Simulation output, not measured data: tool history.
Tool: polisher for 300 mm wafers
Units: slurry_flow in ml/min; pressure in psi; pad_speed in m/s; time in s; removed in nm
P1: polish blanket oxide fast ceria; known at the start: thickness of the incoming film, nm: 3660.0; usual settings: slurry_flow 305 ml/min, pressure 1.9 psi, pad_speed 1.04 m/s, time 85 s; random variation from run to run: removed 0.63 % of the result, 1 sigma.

| run | hour | slurry_flow | pressure | pad_speed | time | wafers polished on this pad | hours since the slurry nozzle was cleaned | hours since the head pressure was calibrated | removed |
|---|---|---|---|---|---|---|---|---|---|
| 1 | 9.8 | 305 | 1.9 | 1.04 | 85 | 616 | 94 | 345.9 | 938.35 |
| 2 | 16.5 | 305 | 1.9 | 1.04 | 85 | 664 | 100.7 | 352.6 | 925.8 |
| 3 | 22 | 305 | 1.9 | 1.04 | 85 | 703 | 106.2 | 358.1 | 944.01 |
| 4 | 32.2 | 305 | 1.9 | 1.04 | 38 | 776 | 116.4 | 368.3 | 419.7 |
| 5 | 37.5 | 305 | 3 | 1.04 | 85 | 814 | 121.7 | 373.6 | 1467.6 |
| 6 | 43.4 | 185 | 1.9 | 1.44 | 85 | 856 | 127.6 | 379.5 | 1227.1 |
| 7 | 50.7 | 305 | 1.9 | 1.62 | 85 | 908 | 134.9 | 386.8 | 1444.2 |
| 8 | 61.2 | 400 | 1.9 | 1.04 | 85 | 983 | 145.4 | 397.3 | 949.8 |
| 9 | 67.2 | 305 | 1.9 | 0.7 | 85 | 1026 | 151.4 | 403.3 | 623.64 |
| 10 | 73.2 | 305 | 1.1 | 1.04 | 85 | 1069 | 157.4 | 409.3 | 543 |
| 11 | 80.8 | 305 | 1.9 | 1.04 | 85 | 1123 | 165 | 416.9 | 941.19 |
| 12 | 89.4 | 305 | 1.9 | 1.04 | 132 | 1185 | 173.6 | 425.5 | 1440.4 |
| 13 | 96.7 | 185 | 1.9 | 1.04 | 85 | 1237 | 180.9 | 432.8 | 878.67 |
| 14 | 106.5 | 185 | 1.9 | 1.04 | 117 | 1307 | 190.7 | 442.6 | 1218.3 |
| 15 | 115.9 | 305 | 1.9 | 1.04 | 85 | 1374 | 200.1 | 452 | 940 |
| 16 | 125.7 | 305 | 1.9 | 1.04 | 85 | 1444 | 209.9 | 461.8 | 915.75 |
| 17 | 130.9 | 305 | 1.9 | 1.04 | 85 | 1482 | 215.1 | 467 | 909.16 |
| 18 | 140.7 | 305 | 1.9 | 1.04 | 85 | 1552 | 224.9 | 476.8 | 899.14 |
| 19 | 146.9 | 305 | 1.9 | 1.04 | 85 | 1596 | 231.1 | 483 | 897.91 |
|  | 149.5 | head pressure recalibrated |
| 20 | 153.2 | 305 | 1.9 | 1.04 | 85 | 1641 | 237.4 | 3.7 | 887.5 |
| 21 | 159.6 | 305 | 1.9 | 1.04 | 85 | 1687 | 243.8 | 10.1 | 885.38 |
| 22 | 169.9 | 305 | 1.9 | 1.04 | 85 | 1760 | 254.1 | 20.4 | 888.72 |

What P1 gives has crept away from where it was. These 2 causes fit the log equally well, each at the size given:
A: removal rate lost through wear of the pad, % = 4.36
B: slurry flow missing at the pad, % = 33.7
The creep began at about hour 115.9.
Why every other cause is out:
head's pressure below its setpoint, %: serviced at hour 149.5, which brought nothing back

4 check runs are offered, each on 3 wafers whose results are averaged, their results left as question marks. Which one tells the causes apart?
| check 1 | 180.2 | 305 | 2.4 | 1.04 | 85 |  |  |  | ? |
| check 2 | 180.2 | 185 | 1.9 | 1.04 | 109 |  |  |  | ? |
| check 3 | 180.2 | 305 | 1.4 | 1.4 | 85 |  |  |  | ? |
| check 4 | 180.2 | 305 | 2.5 | 1.04 | 122 |  |  |  | ? |

What each check would give under each cause:
| check | result | if A | if B |
|---|---|---|---|
| check 1 | removed | 1129.5 | 1129.5 |
| check 2 | removed | 1083.4 | 1055 |
| check 3 | removed | 886.92 | 886.96 |
| check 4 | removed | 1688.7 | 1688.7 |
How far apart the two closest causes lie, in the result that separates them most: check 1 0.01 %; check 2 2.66 %; check 3 0.01 %; check 4 0.01 %
Check 2 tells the causes apart: in the others they would give nearly the same result.

Then check 2 was run and gave: removed 1092.2 nm. Which cause is it?

It is A: removal rate lost through wear of the pad, %.

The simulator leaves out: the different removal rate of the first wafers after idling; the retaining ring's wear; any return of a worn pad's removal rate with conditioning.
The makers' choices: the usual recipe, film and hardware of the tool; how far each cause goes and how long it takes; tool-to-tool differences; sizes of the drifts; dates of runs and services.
